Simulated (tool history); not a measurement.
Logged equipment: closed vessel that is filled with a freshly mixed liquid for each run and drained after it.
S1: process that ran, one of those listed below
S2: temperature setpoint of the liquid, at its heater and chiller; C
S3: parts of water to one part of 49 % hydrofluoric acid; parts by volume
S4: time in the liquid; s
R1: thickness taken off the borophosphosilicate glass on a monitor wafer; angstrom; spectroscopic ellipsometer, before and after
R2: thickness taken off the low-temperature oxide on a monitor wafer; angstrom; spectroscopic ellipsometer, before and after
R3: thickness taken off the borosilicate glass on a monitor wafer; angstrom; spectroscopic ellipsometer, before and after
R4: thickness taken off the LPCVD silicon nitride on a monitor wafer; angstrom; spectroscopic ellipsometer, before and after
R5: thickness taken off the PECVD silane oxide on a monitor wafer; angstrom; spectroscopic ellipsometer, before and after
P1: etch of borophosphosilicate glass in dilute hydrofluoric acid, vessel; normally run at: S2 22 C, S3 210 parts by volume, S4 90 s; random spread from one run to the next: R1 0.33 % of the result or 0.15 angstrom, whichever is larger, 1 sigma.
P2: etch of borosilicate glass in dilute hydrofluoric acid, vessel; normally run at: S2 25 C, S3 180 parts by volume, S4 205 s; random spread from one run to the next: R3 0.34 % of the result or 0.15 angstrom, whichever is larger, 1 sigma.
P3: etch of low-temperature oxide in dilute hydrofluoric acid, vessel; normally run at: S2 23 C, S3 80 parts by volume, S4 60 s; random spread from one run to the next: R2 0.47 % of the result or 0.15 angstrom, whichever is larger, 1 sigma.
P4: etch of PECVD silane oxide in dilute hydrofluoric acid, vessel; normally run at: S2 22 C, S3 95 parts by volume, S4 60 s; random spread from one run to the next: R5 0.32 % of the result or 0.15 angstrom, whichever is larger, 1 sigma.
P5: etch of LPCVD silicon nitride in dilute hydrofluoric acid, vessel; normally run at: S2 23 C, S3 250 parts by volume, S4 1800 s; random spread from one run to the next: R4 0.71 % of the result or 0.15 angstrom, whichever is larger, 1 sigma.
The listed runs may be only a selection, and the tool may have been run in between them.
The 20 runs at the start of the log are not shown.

Run 21, hour 239.5: S1 P1, S2 22 C, S3 210 parts by volume, S4 90 s. Result: R1 154.29 angstrom.
Run 22, hour 247: S1 P3, S2 23 C, S3 145 parts by volume, S4 60 s. Result: R2 57.864 angstrom.
Run 23, hour 257.1: S1 P4, S2 22 C, S3 95 parts by volume, S4 60 s. Result: R5 289.37 angstrom.
Run 24, hour 272.6: S1 P5, S2 23 C, S3 135 parts by volume, S4 1800 s. Result: R4 61.968 angstrom.
Run 25, hour 281.6: S1 P4, S2 22 C, S3 95 parts by volume, S4 30 s. Result: R5 144.55 angstrom.
Run 26, hour 291.4: S1 P1, S2 22 C, S3 210 parts by volume, S4 30 s. Result: R1 50.902 angstrom.
Run 27, hour 306.7: S1 P1, S2 22 C, S3 75 parts by volume, S4 90 s. Result: R1 495.88 angstrom.
Run 28, hour 317.4: S1 P1, S2 26 C, S3 210 parts by volume, S4 165 s. Result: R1 323.01 angstrom.
Run 29, hour 331.8: S1 P1, S2 22 C, S3 210 parts by volume, S4 180 s. Result: R1 305.96 angstrom.
Run 30, hour 346.8: S1 P2, S2 25 C, S3 180 parts by volume, S4 35 s. Result: R3 44.952 angstrom.
Run 31, hour 361.6: S1 P1, S2 22 C, S3 210 parts by volume, S4 90 s. Result: R1 153 angstrom.
Run 32, hour 374.3: S1 P1, S2 22 C, S3 210 parts by volume, S4 90 s. Result: R1 157.39 angstrom.
Run 33, hour 389.7: S1 P1, S2 22 C, S3 210 parts by volume, S4 90 s. Result: R1 160.37 angstrom.
Run 34, hour 398.8: S1 P1, S2 22 C, S3 210 parts by volume, S4 90 s. Result: R1 160.48 angstrom.

Run 35 comes next. What will it give?
Run 35, hour 412.3: S1 P1, S2 22 C, S3 210 parts by volume, S4 90 s. Result: R1 ?.

Logged for run 35: R1 161.9 angstrom.
